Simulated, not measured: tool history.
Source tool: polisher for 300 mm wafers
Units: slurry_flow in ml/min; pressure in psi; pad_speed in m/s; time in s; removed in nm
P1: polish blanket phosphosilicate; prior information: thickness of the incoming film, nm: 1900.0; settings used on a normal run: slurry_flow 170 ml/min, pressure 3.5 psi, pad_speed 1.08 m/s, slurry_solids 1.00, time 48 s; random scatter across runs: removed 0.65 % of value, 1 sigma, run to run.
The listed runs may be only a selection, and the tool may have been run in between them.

| run | hour | slurry_flow | pressure | pad_speed | slurry_solids | time | wafers polished on this pad | hours since the slurry nozzle was cleaned | hours since the head pressure was calibrated | hours since the slurry blender was calibrated | hours since the conditioning disc was replaced | removed |
|---|---|---|---|---|---|---|---|---|---|---|---|---|
| 1 | 5.8 | 170 | 3.5 | 1.08 | 1.00 | 48 | 977 | 79.4 | 829.6 | 94.4 | 195.0 | 460.64 |
| 2 | 16.5 | 170 | 3.5 | 0.48 | 1.00 | 48 | 1072 | 90.1 | 840.3 | 105.1 | 205.7 | 241.30 |
| 3 | 23.6 | 170 | 3.5 | 1.08 | 1.00 | 76 | 1135 | 97.2 | 847.4 | 112.2 | 212.8 | 735.31 |
| 4 | 29.6 | 170 | 4.9 | 1.08 | 1.00 | 74 | 1189 | 103.2 | 853.4 | 118.2 | 218.8 | 1006.40 |
| 5 | 37.4 | 170 | 5.3 | 1.08 | 1.00 | 48 | 1258 | 111.0 | 861.2 | 126.0 | 226.6 | 705.04 |
|  | 42.5 | head pressure recalibrated |
| 6 | 48.5 | 170 | 3.5 | 1.08 | 1.00 | 48 | 1357 | 122.1 | 6.0 | 137.1 | 237.7 | 466.42 |
|  | 52.4 | worn pad replaced by a new one |
| 7 | 60.4 | 170 | 3.5 | 1.08 | 1.00 | 48 | 71 | 134.0 | 17.9 | 149.0 | 249.6 | 463.70 |
| 8 | 68.9 | 170 | 3.5 | 1.08 | 1.00 | 22 | 147 | 142.5 | 26.4 | 157.5 | 258.1 | 211.92 |
| 9 | 79.9 | 170 | 1.8 | 1.08 | 1.00 | 48 | 245 | 153.5 | 37.4 | 168.5 | 269.1 | 238.59 |
| 10 | 90.0 | 170 | 3.5 | 1.08 | 1.35 | 48 | 334 | 163.6 | 47.5 | 178.6 | 279.2 | 522.88 |
| 11 | 97.8 | 170 | 3.5 | 1.08 | 0.60 | 48 | 404 | 171.4 | 55.3 | 186.4 | 287.0 | 352.69 |
| 12 | 109.5 | 170 | 5.4 | 1.08 | 1.00 | 30 | 508 | 183.1 | 67.0 | 198.1 | 298.7 | 448.82 |
| 13 | 121.4 | 170 | 3.5 | 1.08 | 1.45 | 34 | 614 | 195.0 | 78.9 | 210.0 | 310.6 | 383.11 |
| 14 | 133.2 | 265 | 3.5 | 1.08 | 1.00 | 48 | 719 | 206.8 | 90.7 | 221.8 | 322.4 | 495.70 |
| 15 | 143.7 | 170 | 3.5 | 1.08 | 1.00 | 48 | 812 | 217.3 | 101.2 | 232.3 | 332.9 | 468.83 |
| 16 | 154.4 | 100 | 3.5 | 1.08 | 1.00 | 48 | 907 | 228.0 | 111.9 | 243.0 | 343.6 | 426.51 |
| 17 | 164.9 | 170 | 3.5 | 1.08 | 1.00 | 48 | 1001 | 238.5 | 122.4 | 253.5 | 354.1 | 468.14 |
| 18 | 171.4 | 170 | 3.5 | 1.72 | 1.00 | 48 | 1059 | 245.0 | 128.9 | 260.0 | 360.6 | 671.38 |
| 19 | 180.4 | 170 | 3.5 | 1.08 | 1.00 | 48 | 1139 | 254.0 | 137.9 | 269.0 | 369.6 | 462.18 |
| 20 | 189.3 | 170 | 3.5 | 1.08 | 1.00 | 48 | 1218 | 262.9 | 146.8 | 277.9 | 378.5 | 457.42 |
| 21 | 197.8 | 170 | 3.5 | 1.08 | 1.00 | 48 | 1294 | 271.4 | 155.3 | 286.4 | 387.0 | 441.47 |
| 22 | 206.9 | 170 | 3.5 | 1.08 | 1.00 | 48 | 1375 | 280.5 | 164.4 | 295.5 | 396.1 | 438.89 |
| 23 | 213.2 | 170 | 3.5 | 1.08 | 1.00 | 48 | 1431 | 286.8 | 170.7 | 301.8 | 402.4 | 434.19 |
| 24 | 225.9 | 170 | 3.5 | 1.08 | 1.00 | 48 | 1544 | 299.5 | 183.4 | 314.5 | 415.1 | 429.37 |
|  | 227.6 | worn pad replaced by a new one |
| 25 | 234.4 | 170 | 3.5 | 1.08 | 1.00 | 48 | 60 | 308.0 | 191.9 | 323.0 | 423.6 | 425.40 |

For run 26, what comes out?
|  | 244.3 | conditioning disc replaced and pad reconditioned |
| 26 | 246.4 | 170 | 3.5 | 1.08 | 1.00 | 48 | 167 | 320.0 | 203.9 | 335.0 | 2.2 | ? |

removed: 428.92 nm

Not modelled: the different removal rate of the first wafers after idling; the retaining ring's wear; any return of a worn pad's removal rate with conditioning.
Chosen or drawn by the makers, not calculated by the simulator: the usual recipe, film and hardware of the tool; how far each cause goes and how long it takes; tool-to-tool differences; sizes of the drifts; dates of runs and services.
